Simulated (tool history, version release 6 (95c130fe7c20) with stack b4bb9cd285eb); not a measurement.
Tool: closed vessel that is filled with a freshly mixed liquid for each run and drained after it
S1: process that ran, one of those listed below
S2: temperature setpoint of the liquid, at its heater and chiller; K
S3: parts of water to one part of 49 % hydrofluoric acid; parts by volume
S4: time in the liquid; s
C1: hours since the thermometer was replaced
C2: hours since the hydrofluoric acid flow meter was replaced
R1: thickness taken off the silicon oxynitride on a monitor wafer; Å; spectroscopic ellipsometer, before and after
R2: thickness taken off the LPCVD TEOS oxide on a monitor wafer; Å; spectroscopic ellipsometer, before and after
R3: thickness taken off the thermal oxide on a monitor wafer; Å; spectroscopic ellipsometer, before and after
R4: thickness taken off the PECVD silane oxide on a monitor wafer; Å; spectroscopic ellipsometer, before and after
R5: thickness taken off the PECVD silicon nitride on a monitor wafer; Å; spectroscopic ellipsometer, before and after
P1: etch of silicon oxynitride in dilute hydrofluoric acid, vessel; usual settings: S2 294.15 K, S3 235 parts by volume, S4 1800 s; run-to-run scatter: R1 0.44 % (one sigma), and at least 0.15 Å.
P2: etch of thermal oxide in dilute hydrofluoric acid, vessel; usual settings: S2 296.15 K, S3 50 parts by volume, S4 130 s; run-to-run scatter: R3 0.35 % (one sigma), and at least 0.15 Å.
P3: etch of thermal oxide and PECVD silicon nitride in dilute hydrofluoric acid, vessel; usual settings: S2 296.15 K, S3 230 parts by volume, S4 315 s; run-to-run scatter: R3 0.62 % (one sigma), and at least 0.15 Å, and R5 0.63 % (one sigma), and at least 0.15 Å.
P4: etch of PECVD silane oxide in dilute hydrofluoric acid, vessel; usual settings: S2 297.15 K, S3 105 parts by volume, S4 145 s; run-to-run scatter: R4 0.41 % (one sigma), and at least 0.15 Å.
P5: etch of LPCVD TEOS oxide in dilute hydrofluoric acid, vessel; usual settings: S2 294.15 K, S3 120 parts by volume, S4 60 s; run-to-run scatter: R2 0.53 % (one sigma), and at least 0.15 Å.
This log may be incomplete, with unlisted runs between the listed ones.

run	hour	S1	S2	S3	S4	C1	C2	R1	R2	R3	R4	R5
1	6.0	P1	294.15	235	1800	287.1	867.2	289.050				
2	10.4	P5	294.15	120	30	291.5	871.6		115.17			
3	13.6	P2	296.15	50	245	294.7	874.8			240.280		
4	17.1	P4	291.65	105	145	298.2	878.3				386.28	
5	23.2	P1	294.15	235	2990	304.3	884.4	483.590				
6	30.1	P1	294.15	235	315	311.2	891.3	50.814				
7	34.1	P2	296.15	25	130	315.2	895.3			264.680		
8	38.7	P1	290.15	235	1800	319.8	899.9	240.950				
9	45.8	P1	294.15	380	1800	326.9	907.0	163.950				
10	51.8	P3	296.15	230	110	332.9	913.0			19.484		15.397
11	55.2	P1	300.65	410	1800	336.3	916.4	192.820				
12	60.6	P1	299.65	235	1800	341.7	921.8	370.180				
13	66.5	P1	294.15	235	1800	347.6	927.7	288.830				
14	73.6	P2	301.15	50	130	354.7	934.8			156.810		
15	77.7	P3	296.15	230	315	358.8	938.9			54.466		44.081
16	84.7	P1	294.15	235	1800	365.8	945.9	289.370				
17	88.1	P2	296.15	50	130	369.2	949.3			128.090		
18	95.2	P2	296.15	50	130	376.3	956.4			127.670		
19	101.4	P5	290.15	120	60	382.5	962.6		197.25			
20	105.3	P4	297.15	175	145	386.4	966.5				267.21	
21	110.0	P3	292.15	230	315	391.1	971.2			47.278		34.110
22	113.4	P5	294.15	120	60	394.5	974.6		232.49			
23	119.9	P1	294.15	235	1800	401.0	981.1	290.300				
24	126.5	P4	297.15	105	145	407.6	987.7				480.40	
25	131.4	P5	294.15	185	60	412.5	992.6		138.72			
26	135.5	P3	296.15	230	315	416.6	996.7			54.822		43.858
27	140.0	P3	296.15	80	315	421.1	1001.2			187.660		122.750
28	145.8	P1	294.15	65	1800	426.9	1007.0	1177.400				
29	149.7	P4	297.15	105	275	430.8	1010.9				917.18	
30	156.6	P1	294.15	235	1800	437.7	1017.8	289.460				

What will run 31 give?
31	162.5	P1	294.15	235	1800	443.6	1023.7	?				

Run 31 measured R1 302.250 Å.

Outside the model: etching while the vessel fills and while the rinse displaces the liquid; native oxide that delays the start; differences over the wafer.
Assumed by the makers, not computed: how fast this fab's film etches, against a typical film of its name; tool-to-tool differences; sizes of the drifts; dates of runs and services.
